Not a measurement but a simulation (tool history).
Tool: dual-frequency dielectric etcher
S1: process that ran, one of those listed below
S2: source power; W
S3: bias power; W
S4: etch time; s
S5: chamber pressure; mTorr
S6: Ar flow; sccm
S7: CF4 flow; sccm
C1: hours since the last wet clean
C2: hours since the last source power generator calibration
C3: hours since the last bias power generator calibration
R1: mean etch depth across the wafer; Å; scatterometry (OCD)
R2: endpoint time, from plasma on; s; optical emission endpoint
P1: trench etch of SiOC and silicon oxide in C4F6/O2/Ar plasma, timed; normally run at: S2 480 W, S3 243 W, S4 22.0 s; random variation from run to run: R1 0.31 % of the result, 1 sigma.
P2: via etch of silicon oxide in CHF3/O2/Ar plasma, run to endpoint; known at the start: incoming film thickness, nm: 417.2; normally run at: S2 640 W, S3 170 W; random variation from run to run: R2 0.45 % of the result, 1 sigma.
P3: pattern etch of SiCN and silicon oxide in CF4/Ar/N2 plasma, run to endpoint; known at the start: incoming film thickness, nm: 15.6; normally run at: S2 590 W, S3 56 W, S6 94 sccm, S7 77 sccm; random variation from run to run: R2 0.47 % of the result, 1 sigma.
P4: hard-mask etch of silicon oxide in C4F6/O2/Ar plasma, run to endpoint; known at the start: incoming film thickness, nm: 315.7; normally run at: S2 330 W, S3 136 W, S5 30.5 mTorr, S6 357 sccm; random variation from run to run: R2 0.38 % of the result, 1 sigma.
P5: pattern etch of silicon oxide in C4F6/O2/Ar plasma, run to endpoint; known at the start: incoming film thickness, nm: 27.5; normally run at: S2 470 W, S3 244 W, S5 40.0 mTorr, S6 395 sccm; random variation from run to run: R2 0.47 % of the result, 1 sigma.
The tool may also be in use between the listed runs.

| run | hour | S1 | S2 | S3 | S4 | S5 | S6 | S7 | C1 | C2 | C3 | R1 | R2 |
|---|---|---|---|---|---|---|---|---|---|---|---|---|---|
| 1 | 8.6 | P1 | 480 | 243 | 22.0 |  |  |  | 163.8 | 1290.8 | 1231.6 | 510.70 |  |
| 2 | 15.1 | P1 | 480 | 243 | 22.0 |  |  |  | 170.3 | 1297.3 | 1238.1 | 507.77 |  |
| 3 | 25.6 | P1 | 480 | 297 | 15.5 |  |  |  | 180.8 | 1307.8 | 1248.6 | 383.18 |  |
| 4 | 35.9 | P5 | 470 | 244 |  | 40.0 | 395 |  | 191.1 | 1318.1 | 1258.9 |  | 8.1382 |
| 5 | 44.3 | P1 | 480 | 243 | 22.0 |  |  |  | 199.5 | 1326.5 | 1267.3 | 511.14 |  |
| 6 | 56.3 | P3 | 590 | 56 |  |  | 61 | 77 | 211.5 | 1338.5 | 1279.3 |  | 14.2870 |
| 7 | 65.1 | P5 | 470 | 244 |  | 40.0 | 395 |  | 220.3 | 1347.3 | 1288.1 |  | 8.1850 |
| 8 | 70.9 | P3 | 590 | 56 |  |  | 94 | 77 | 226.1 | 1353.1 | 1293.9 |  | 15.2630 |
| 9 | 76.8 | P1 | 390 | 243 | 22.0 |  |  |  | 232.0 | 1359.0 | 1299.8 | 471.62 |  |
| 10 | 87.8 | P1 | 480 | 243 | 12.0 |  |  |  | 243.0 | 1370.0 | 1310.8 | 277.92 |  |
| 11 | 100.3 | P2 | 640 | 170 |  |  |  |  | 255.5 | 1382.5 | 1323.3 |  | 205.7400 |
| 12 | 108.0 | P5 | 470 | 310 |  | 40.0 | 395 |  | 263.2 | 1390.2 | 1331.0 |  | 7.5415 |
| 13 | 117.0 | P2 | 800 | 170 |  |  |  |  | 272.2 | 1399.2 | 1340.0 |  | 188.7400 |
| 14 | 127.7 | P3 | 590 | 37 |  |  | 94 | 77 | 282.9 | 1409.9 | 1350.7 |  | 17.0900 |
| 15 | 140.5 | P4 | 330 | 86 |  | 30.5 | 357 |  | 295.7 | 1422.7 | 1363.5 |  | 140.5100 |
| 16 | 152.7 | P5 | 470 | 244 |  | 51.5 | 395 |  | 307.9 | 1434.9 | 1375.7 |  | 8.3644 |
| 17 | 159.8 | P5 | 580 | 244 |  | 40.0 | 395 |  | 315.0 | 1442.0 | 1382.8 |  | 7.4881 |
| 18 | 170.6 | P4 | 330 | 136 |  | 30.5 | 357 |  | 325.8 | 1452.8 | 1393.6 |  | 123.1900 |
| 19 | 179.9 | P3 | 770 | 56 |  |  | 94 | 77 | 335.1 | 1462.1 | 1402.9 |  | 12.0940 |
| 20 | 188.6 | P1 | 480 | 243 | 30.0 |  |  |  | 343.8 | 1470.8 | 1411.6 | 692.36 |  |
| 21 | 199.9 | P1 | 480 | 243 | 22.0 |  |  |  | 355.1 | 1482.1 | 1422.9 | 510.97 |  |
|  | 200.6 | source power generator calibrated |
| 22 | 212.2 | P3 | 590 | 56 |  |  | 94 | 77 | 367.4 | 11.7 | 1435.2 |  | 15.2540 |
| 23 | 223.0 | P2 | 640 | 109 |  |  |  |  | 378.2 | 22.5 | 1446.0 |  | 237.5600 |
| 24 | 230.8 | P4 | 330 | 136 |  | 43.0 | 357 |  | 386.0 | 30.3 | 1453.8 |  | 128.6600 |
| 25 | 240.1 | P1 | 570 | 243 | 22.0 |  |  |  | 395.3 | 39.6 | 1463.1 | 545.04 |  |
| 26 | 246.8 | P5 | 470 | 244 |  | 40.0 | 294 |  | 402.0 | 46.3 | 1469.8 |  | 7.9695 |
| 27 | 254.4 | P3 | 590 | 56 |  |  | 94 | 60 | 409.6 | 53.9 | 1477.4 |  | 15.9550 |
| 28 | 266.6 | P1 | 480 | 306 | 26.5 |  |  |  | 421.8 | 66.1 | 1489.6 | 666.35 |  |
|  | 277.2 | wet clean of the chamber |
| 29 | 278.4 | P1 | 480 | 341 | 22.0 |  |  |  | 1.3 | 77.9 | 1501.4 | 572.98 |  |
| 30 | 287.1 | P4 | 330 | 136 |  | 30.5 | 357 |  | 10.0 | 86.6 | 1510.1 |  | 123.0700 |
| 31 | 293.9 | P4 | 330 | 136 |  | 30.5 | 493 |  | 16.8 | 93.4 | 1516.9 |  | 128.8600 |
| 32 | 304.1 | P4 | 220 | 136 |  | 30.5 | 357 |  | 27.0 | 103.6 | 1527.1 |  | 145.6400 |
| 33 | 316.8 | P1 | 480 | 179 | 22.0 |  |  |  | 39.7 | 116.3 | 1539.8 | 460.48 |  |
| 34 | 328.8 | P1 | 480 | 243 | 22.0 |  |  |  | 51.7 | 128.3 | 1551.8 | 512.00 |  |
| 35 | 339.2 | P1 | 480 | 243 | 22.0 |  |  |  | 62.1 | 138.7 | 1562.2 | 508.48 |  |
| 36 | 346.7 | P1 | 480 | 243 | 22.0 |  |  |  | 69.6 | 146.2 | 1569.7 | 504.89 |  |
| 37 | 354.1 | P1 | 480 | 243 | 22.0 |  |  |  | 77.0 | 153.6 | 1577.1 | 501.17 |  |
|  | 358.1 | wet clean of the chamber |
| 38 | 363.2 | P1 | 480 | 243 | 22.0 |  |  |  | 5.1 | 162.7 | 1586.2 | 505.75 |  |
| 39 | 372.1 | P1 | 480 | 243 | 22.0 |  |  |  | 14.0 | 171.6 | 1595.1 | 501.92 |  |
| 40 | 380.2 | P1 | 480 | 243 | 22.0 |  |  |  | 22.1 | 179.7 | 1603.2 | 504.96 |  |
| 41 | 391.4 | P1 | 480 | 243 | 22.0 |  |  |  | 33.3 | 190.9 | 1614.4 | 501.90 |  |

What P1 gives has crept away from where it was. These 2 causes fit the log equally well, each at the size given:
A: source power that arrives under what is set, % = 3.94
B: bias power that arrives under what is set, % = 4.55
The creep began at about hour 328.8.
Why every other cause is out:
chamber walls in a state that lowers the etch rate, %: serviced at hour 358.1, which brought nothing back

4 check runs are offered, each on 3 wafers whose results are averaged, their results left as question marks. Which one tells the causes apart?
| check 1 | 402.6 | P5 | 470 | 244 |  | 40.0 | 395 |  |  |  |  |  | ? |
| check 2 | 402.6 | P3 | 590 | 56 |  |  | 94 | 77 |  |  |  |  | ? |
| check 3 | 402.6 | P2 | 640 | 170 |  |  |  |  |  |  |  |  | ? |
| check 4 | 402.6 | P4 | 330 | 136 |  | 30.5 | 357 |  |  |  |  |  | ? |

What each check would give under each cause:
| check | result | if A | if B |
|---|---|---|---|
| check 1 | R2 | 8.2865 | 8.2864 |
| check 2 | R2 | 15.8830 | 15.5380 |
| check 3 | R2 | 207.6700 | 207.6500 |
| check 4 | R2 | 125.8900 | 125.6500 |
How far apart the two closest causes lie, in the result that separates them most: check 1 0 %; check 2 2.19 %; check 3 0.01 %; check 4 0.19 %
Only check 2 tells the causes apart: in the others they would give nearly the same result.

Then check 2 was run and gave: R2 15.9040 s. Which cause is it?

It is A: source power that arrives under what is set, %.
